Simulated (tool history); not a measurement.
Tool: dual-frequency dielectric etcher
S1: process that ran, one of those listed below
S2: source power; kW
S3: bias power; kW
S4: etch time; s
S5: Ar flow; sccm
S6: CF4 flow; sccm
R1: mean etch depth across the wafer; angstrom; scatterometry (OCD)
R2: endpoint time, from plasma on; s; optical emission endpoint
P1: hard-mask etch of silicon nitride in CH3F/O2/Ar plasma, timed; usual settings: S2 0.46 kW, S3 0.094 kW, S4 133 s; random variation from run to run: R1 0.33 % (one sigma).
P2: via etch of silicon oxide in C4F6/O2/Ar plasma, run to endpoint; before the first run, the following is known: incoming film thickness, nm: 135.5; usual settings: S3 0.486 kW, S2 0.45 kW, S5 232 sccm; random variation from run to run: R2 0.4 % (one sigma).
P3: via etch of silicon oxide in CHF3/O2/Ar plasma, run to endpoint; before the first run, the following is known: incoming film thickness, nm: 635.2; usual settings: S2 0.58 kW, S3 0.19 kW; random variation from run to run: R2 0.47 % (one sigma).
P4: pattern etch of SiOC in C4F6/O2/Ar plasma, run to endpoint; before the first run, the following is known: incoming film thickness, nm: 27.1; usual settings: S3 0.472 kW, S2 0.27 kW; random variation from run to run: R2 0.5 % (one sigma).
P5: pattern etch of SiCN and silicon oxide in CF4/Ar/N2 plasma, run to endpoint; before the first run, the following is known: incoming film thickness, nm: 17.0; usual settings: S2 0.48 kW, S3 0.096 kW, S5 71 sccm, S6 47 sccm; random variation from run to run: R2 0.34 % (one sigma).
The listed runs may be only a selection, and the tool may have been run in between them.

{"run": 1, "hour": 7.3, "S1": "P1", "S2": 0.46, "S3": 0.094, "S4": 133, "R1": 1053.6}
{"run": 2, "hour": 11.8, "S1": "P5", "S2": 0.48, "S3": 0.096, "S5": 88, "S6": 47, "R2": 18.325}
{"run": 3, "hour": 16.7, "S1": "P1", "S2": 0.46, "S3": 0.094, "S4": 133, "R1": 1047.9}
{"run": 4, "hour": 22.5, "S1": "P3", "S2": 0.58, "S3": 0.19, "R2": 323.98}
{"run": 5, "hour": 28.7, "S1": "P3", "S2": 0.58, "S3": 0.227, "R2": 306.53}
{"run": 6, "hour": 33.2, "S1": "P2", "S2": 0.45, "S3": 0.486, "S5": 232, "R2": 27.047}
{"run": 7, "hour": 42.9, "S1": "P2", "S2": 0.45, "S3": 0.486, "S5": 309, "R2": 28}
{"run": 8, "hour": 50.3, "S1": "P1", "S2": 0.46, "S3": 0.058, "S4": 133, "R1": 889.26}
{"run": 9, "hour": 58.6, "S1": "P4", "S2": 0.27, "S3": 0.472, "R2": 10.336}
{"hour": 62.6, "done": "wet clean of the chamber"}
{"run": 10, "hour": 64.4, "S1": "P1", "S2": 0.36, "S3": 0.094, "S4": 133, "R1": 958.33}
{"run": 11, "hour": 74.0, "S1": "P2", "S2": 0.45, "S3": 0.486, "S5": 232, "R2": 27.234}
{"run": 12, "hour": 82.8, "S1": "P1", "S2": 0.46, "S3": 0.094, "S4": 133, "R1": 1048.1}
{"hour": 89.8, "done": "bias power generator calibrated"}
{"run": 13, "hour": 91.6, "S1": "P3", "S2": 0.58, "S3": 0.19, "R2": 323.74}
{"run": 14, "hour": 97.2, "S1": "P1", "S2": 0.46, "S3": 0.094, "S4": 133, "R1": 1051.6}
{"run": 15, "hour": 106.8, "S1": "P5", "S2": 0.48, "S3": 0.096, "S5": 71, "S6": 27, "R2": 19.306}
{"run": 16, "hour": 111.7, "S1": "P1", "S2": 0.55, "S3": 0.121, "S4": 133, "R1": 1234.2}
{"run": 17, "hour": 119.1, "S1": "P1", "S2": 0.61, "S3": 0.094, "S4": 133, "R1": 1169.6}
{"run": 18, "hour": 125.0, "S1": "P5", "S2": 0.36, "S3": 0.096, "S5": 71, "S6": 47, "R2": 22.845}
{"run": 19, "hour": 134.0, "S1": "P1", "S2": 0.46, "S3": 0.094, "S4": 133, "R1": 1048.8}
{"run": 20, "hour": 143.9, "S1": "P4", "S2": 0.27, "S3": 0.663, "R2": 9.092}
{"run": 21, "hour": 149.1, "S1": "P1", "S2": 0.46, "S3": 0.094, "S4": 194.5, "R1": 1538.9}
{"run": 22, "hour": 156.7, "S1": "P4", "S2": 0.27, "S3": 0.472, "R2": 10.513}
{"run": 23, "hour": 162.1, "S1": "P5", "S2": 0.48, "S3": 0.096, "S5": 71, "S6": 47, "R2": 17.776}
{"run": 24, "hour": 169.0, "S1": "P2", "S2": 0.61, "S3": 0.486, "S5": 232, "R2": 24.057}
{"run": 25, "hour": 176.1, "S1": "P3", "S2": 0.71, "S3": 0.19, "R2": 301.28}
{"run": 26, "hour": 183.1, "S1": "P1", "S2": 0.63, "S3": 0.094, "S4": 188.5, "R1": 1685.9}
{"run": 27, "hour": 192.2, "S1": "P4", "S2": 0.19, "S3": 0.472, "R2": 11.891}
{"run": 28, "hour": 201.6, "S1": "P5", "S2": 0.48, "S3": 0.096, "S5": 71, "S6": 47, "R2": 17.833}
{"run": 29, "hour": 209.8, "S1": "P1", "S2": 0.46, "S3": 0.094, "S4": 97.5, "R1": 774.9}

Forecast run 30:
{"run": 30, "hour": 214.5, "S1": "P1", "S2": 0.46, "S3": 0.13, "S4": 133, "R1": "?"}

{"run 30": {"R1": 1184.5}}
